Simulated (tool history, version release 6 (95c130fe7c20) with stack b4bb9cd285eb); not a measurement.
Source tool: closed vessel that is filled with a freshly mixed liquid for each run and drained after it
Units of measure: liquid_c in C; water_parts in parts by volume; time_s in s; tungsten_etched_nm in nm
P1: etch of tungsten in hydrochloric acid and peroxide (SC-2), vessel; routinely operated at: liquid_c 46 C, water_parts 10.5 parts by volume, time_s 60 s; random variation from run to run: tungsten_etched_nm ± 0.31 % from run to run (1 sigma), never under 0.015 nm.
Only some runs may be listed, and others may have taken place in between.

| run | hour | liquid_c | water_parts | time_s | hours since the thermometer was replaced | hours since the chemicals flow meter was replaced | hours since the drum of peroxide was connected | tungsten_etched_nm |
|---|---|---|---|---|---|---|---|---|
| 1 | 6.6 | 46 | 10.5 | 60 | 1233 | 505.8 | 131.5 | 16.547 |
| 2 | 13.2 | 46 | 10.5 | 30 | 1239.6 | 512.4 | 138.1 | 8.2007 |
| 3 | 19.1 | 46 | 10.5 | 60 | 1245.5 | 518.3 | 144 | 16.455 |
| 4 | 23.9 | 35 | 10.5 | 60 | 1250.3 | 523.1 | 148.8 | 7.5723 |
| 5 | 28.2 | 59.5 | 10.5 | 85 | 1254.6 | 527.4 | 153.1 | 56.655 |
| 6 | 32.2 | 57 | 10.5 | 60 | 1258.6 | 531.4 | 157.1 | 34.261 |
| 7 | 35.3 | 35 | 4 | 60 | 1261.7 | 534.5 | 160.2 | 15.766 |
| 8 | 41.1 | 46 | 10.5 | 60 | 1267.5 | 540.3 | 166 | 16.528 |
| 9 | 45.8 | 46 | 10.5 | 60 | 1272.2 | 545 | 170.7 | 16.535 |
| 10 | 52.5 | 46 | 18.5 | 60 | 1278.9 | 551.7 | 177.4 | 10.035 |
| 11 | 58.7 | 46 | 10.5 | 120 | 1285.1 | 557.9 | 183.6 | 33.234 |
| 12 | 64.5 | 46 | 4 | 60 | 1290.9 | 563.7 | 189.4 | 34.282 |
| 13 | 68.6 | 38.5 | 10.5 | 30 | 1295 | 567.8 | 193.5 | 4.8761 |
| 14 | 75.2 | 46 | 10.5 | 60 | 1301.6 | 574.4 | 200.1 | 16.537 |
| 15 | 80.7 | 46 | 10.5 | 60 | 1307.1 | 579.9 | 205.6 | 16.036 |
| 16 | 86.6 | 46 | 10.5 | 60 | 1313 | 585.8 | 211.5 | 15.788 |
| 17 | 89.7 | 46 | 10.5 | 60 | 1316.1 | 588.9 | 214.6 | 15.594 |
| 18 | 93.1 | 46 | 10.5 | 60 | 1319.5 | 592.3 | 218 | 15.569 |
| 19 | 96.4 | 46 | 10.5 | 60 | 1322.8 | 595.6 | 221.3 | 15.42 |
| 20 | 99.9 | 46 | 10.5 | 60 | 1326.3 | 599.1 | 224.8 | 15.403 |
|  | 104.7 | new drum of peroxide connected |
| 21 | 106.5 | 46 | 10.5 | 60 | 1332.9 | 605.7 | 1.9 | 15.344 |
| 22 | 112.8 | 46 | 10.5 | 60 | 1339.2 | 612 | 8.2 | 15.271 |
| 23 | 116.2 | 46 | 10.5 | 60 | 1342.6 | 615.4 | 11.6 | 15.259 |
| 24 | 121 | 46 | 10.5 | 60 | 1347.4 | 620.2 | 16.4 | 15.278 |
| 25 | 125 | 46 | 10.5 | 60 | 1351.4 | 624.2 | 20.4 | 15.123 |

P1 no longer gives what it gave before; its output has crept away from where it was. The following 2 causes, each at its listed size, fit the log equally well:
A: liquid colder than its thermometer reads (K) = 1.18
B: chemicals flow below the setpoint (%) = 9.11
The onset of the drift is placed at about hour 75.2.
Other possible causes, and why each is ruled out:
peroxide weaker than its label (%): serviced at hour 104.7, after the drift had started, without restoring the earlier output

You are offered 4 check runs, listed below with question marks in place of their results; each one averages 2 wafers. Which run separates the listed causes by giving clearly different results for each?
| check 1 | 129 | 46 | 18.5 | 30 |  |  |  | ? |
| check 2 | 129 | 37 | 4 | 60 |  |  |  | ? |
| check 3 | 129 | 46 | 14 | 115 |  |  |  | ? |
| check 4 | 129 | 35 | 18.5 | 60 |  |  |  | ? |

If the cause were each of the candidates in turn, the checks would give the following:
| check | result | if A | if B |
|---|---|---|---|
| check 1 | tungsten_etched_nm | 4.6425 | 4.6165 |
| check 2 | tungsten_etched_nm | 16.764 | 17.12 |
| check 3 | tungsten_etched_nm | 22.802 | 22.731 |
| check 4 | tungsten_etched_nm | 4.2365 | 4.2376 |
Distance between the nearest two causes, measured in the result of the check that separates them most: check 1 0.56 %; check 2 2.1 %; check 3 0.31 %; check 4 0.03 %
Check 2 tells the causes apart: in the others they would give nearly the same result.

Check 2 has now been run. It gave: tungsten_etched_nm 17.135 nm. Which of the candidate causes is it?

The correct cause is B, namely: chemicals flow below the setpoint (%).

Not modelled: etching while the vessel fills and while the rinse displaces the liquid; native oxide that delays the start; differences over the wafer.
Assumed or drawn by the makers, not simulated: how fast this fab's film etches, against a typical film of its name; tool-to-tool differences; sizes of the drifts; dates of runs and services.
